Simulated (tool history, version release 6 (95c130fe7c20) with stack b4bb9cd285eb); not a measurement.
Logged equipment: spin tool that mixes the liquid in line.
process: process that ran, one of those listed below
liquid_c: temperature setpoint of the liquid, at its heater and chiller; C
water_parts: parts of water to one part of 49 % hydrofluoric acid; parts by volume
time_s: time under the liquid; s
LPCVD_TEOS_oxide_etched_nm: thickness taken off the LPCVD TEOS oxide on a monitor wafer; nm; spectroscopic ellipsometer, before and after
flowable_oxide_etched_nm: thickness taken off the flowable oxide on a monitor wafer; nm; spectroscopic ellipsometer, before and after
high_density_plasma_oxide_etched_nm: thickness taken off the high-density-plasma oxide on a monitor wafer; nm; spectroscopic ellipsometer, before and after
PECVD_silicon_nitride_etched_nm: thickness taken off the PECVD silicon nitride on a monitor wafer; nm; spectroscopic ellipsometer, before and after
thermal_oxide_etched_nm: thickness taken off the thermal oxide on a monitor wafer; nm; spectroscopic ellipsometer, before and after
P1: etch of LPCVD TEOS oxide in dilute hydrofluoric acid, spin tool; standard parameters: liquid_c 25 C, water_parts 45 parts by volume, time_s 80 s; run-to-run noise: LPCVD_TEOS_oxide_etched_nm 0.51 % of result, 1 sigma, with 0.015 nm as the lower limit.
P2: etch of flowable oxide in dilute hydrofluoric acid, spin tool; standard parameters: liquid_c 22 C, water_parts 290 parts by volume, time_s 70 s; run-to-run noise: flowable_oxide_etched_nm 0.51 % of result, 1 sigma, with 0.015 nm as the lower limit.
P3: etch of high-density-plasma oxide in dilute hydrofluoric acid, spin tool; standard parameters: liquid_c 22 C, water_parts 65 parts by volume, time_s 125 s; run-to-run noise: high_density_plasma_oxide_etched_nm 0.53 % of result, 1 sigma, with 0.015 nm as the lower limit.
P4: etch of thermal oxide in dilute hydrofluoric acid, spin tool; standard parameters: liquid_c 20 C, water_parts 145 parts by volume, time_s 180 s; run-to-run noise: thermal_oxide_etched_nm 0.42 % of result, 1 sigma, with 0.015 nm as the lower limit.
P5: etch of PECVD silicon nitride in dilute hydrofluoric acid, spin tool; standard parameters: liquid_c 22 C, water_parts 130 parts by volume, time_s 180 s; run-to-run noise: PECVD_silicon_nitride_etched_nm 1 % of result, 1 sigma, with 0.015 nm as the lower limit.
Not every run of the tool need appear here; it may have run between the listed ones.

run   hour  process  liquid_c  water_parts  time_s  hours since the thermometer was replaced  hours since the hydrofluoric acid flow meter was replaced  LPCVD_TEOS_oxide_etched_nm  flowable_oxide_etched_nm  high_density_plasma_oxide_etched_nm  PECVD_silicon_nitride_etched_nm  thermal_oxide_etched_nm
  1    2.7       P1        25           45      80                                    1112.3                                                     1024.9                      33.681
  2    6.6       P2        22          290      70                                    1116.2                                                     1028.8                                                13.343
  3    9.8       P1        25           45      80                                    1119.4                                                       1032                      33.899
  4   14.3       P1        25           45      80                                    1123.9                                                     1036.5                      33.757
  5   18.7       P3        22           65      20                                    1128.3                                                     1040.9                                                                                     2.3629
  6   21.2       P1        25           45     155                                    1130.8                                                     1043.4                      65.118
  7     25       P1        25           65      80                                    1134.6                                                     1047.2                      22.625
  8   28.6       P1        25           45      80                                    1138.2                                                     1050.8                       33.89
  9   31.8       P3        22           65     125                                    1141.4                                                       1054                                                                                      14.73
 10   34.5       P1        20           45     155                                    1144.1                                                     1056.7                      53.015
 11   37.6       P5      26.5          130     180                                    1147.2                                                     1059.8                                                                                                                      3.0582
 12   41.8       P1        25           30      80                                    1151.4                                                       1064                      51.355
 13   45.2       P2        22          290     130                                    1154.8                                                     1067.4                                                 24.93
 14   49.5       P4        20          145     180                                    1159.1                                                     1071.7                                                                                                                                               4.9386
 15   53.3       P4        20          145     310                                    1162.9                                                     1075.5                                                                                                                                               8.4603
 16     58       P1        25           45      80                                    1167.6                                                     1080.2                      33.929
 17   60.5       P5        22          130      75                                    1170.1                                                     1082.7                                                                                                                     0.95184
 18   65.1       P2        22           50      70                                    1174.7                                                     1087.3                                                100.05
 19     68       P1        31           45      80                                    1177.6                                                     1090.2                      43.195
 20   71.8       P1        25           45      80                                    1181.4                                                       1094                      33.699
 21   74.1       P5        22           50     180                                    1183.7                                                     1096.3                                                                                                                      5.7763
 22   76.6       P1        25           45      80                                    1186.2                                                     1098.8                      33.811
 23   80.7       P1      20.5           45      80                                    1190.3                                                     1102.9                      27.909
 24   83.6       P3        22          105     125                                    1193.2                                                     1105.8                                                                                     8.7635
 25   86.6       P4        20          230     180                                    1196.2                                                     1108.8                                                                                                                                               2.8641
 26   90.2       P2        22          290      70                                    1199.8                                                     1112.4                                                13.366
 27   92.7       P4        17          145     180                                    1202.3                                                     1114.9                                                                                                                                               4.3879
 28   97.5       P2      17.5          290      70                                    1207.1                                                     1119.7                                                11.262
 29  101.1       P5        22          130     180                                    1210.7                                                     1123.3                                                                                                                      2.2647
 30  104.1       P3      25.5           65     125                                    1213.7                                                     1126.3                                                                                     17.083
 31    108       P5        22          130     180                                    1217.6                                                     1130.2                                                                                                                      2.2891
 32  112.3       P1        25           45      35                                    1221.9                                                     1134.5                      14.699
 33  114.7       P1      20.5           20      80                                    1224.3                                                     1136.9                      64.876
 34  118.5       P1        25           45      80                                    1228.1                                                     1140.7                      33.846
 35  121.1       P1        25           45      80                                    1230.7                                                     1143.3                      34.633
 36  124.7       P1        25           45      80                                    1234.3                                                     1146.9                      35.844
 37  127.7       P1        25           45      80                                    1237.3                                                     1149.9                      36.125
 38  132.7       P1        25           45      80                                    1242.3                                                     1154.9                      36.657
 39  135.5       P1        25           45      80                                    1245.1                                                     1157.7                      37.101
 40  140.6       P1        25           45      80                                    1250.2                                                     1162.8                       36.97
 41  142.9       P1        25           45      80                                    1252.5                                                     1165.1                      37.423
 42  146.4       P1        25           45      80                                      1256                                                     1168.6                      37.484

Compared with where it was, what P1 gives has crept away. Each cause listed below fits the log as well as the rest, at the size given for it:
A: liquid hotter than its thermometer reads (K) = 2.36
B: hydrofluoric acid flow above the setpoint (%) = 9.48
The process output started creeping at around hour 118.5.

4 check runs are offered, each on 2 wafers whose results are averaged, their results left as question marks. Which one tells the causes apart?
check 1  149.9       P2        22           70     125                                                                                                                                                          ?
check 2  149.9       P5        22           70     180                                                                                                                                                                                                                                ?
check 3  149.9       P3        22           90     125                                                                                                                                                                                               ?
check 4  149.9       P4        17          145     180                                                                                                                                                                                                                                                         ?

If the cause were each of the candidates in turn, the checks would give the following:
  check                               result    if A    if B
check 1             flowable_oxide_etched_nm  137.26  137.49
check 2      PECVD_silicon_nitride_etched_nm  4.8987  4.5675
check 3  high_density_plasma_oxide_etched_nm  11.258  11.314
check 4              thermal_oxide_etched_nm  4.8089  4.8429
Per check, the gap between the least separated pair of causes, taken in the result that splits them most: check 1 0.17 %; check 2 7 %; check 3 0.5 %; check 4 0.71 %
Only check 2 tells the causes apart: in the others they would give nearly the same result.

The results of check 2 are: PECVD_silicon_nitride_etched_nm 4.8623 nm. Based on these, which of the listed causes is it?

The correct cause is A, namely: liquid hotter than its thermometer reads (K).

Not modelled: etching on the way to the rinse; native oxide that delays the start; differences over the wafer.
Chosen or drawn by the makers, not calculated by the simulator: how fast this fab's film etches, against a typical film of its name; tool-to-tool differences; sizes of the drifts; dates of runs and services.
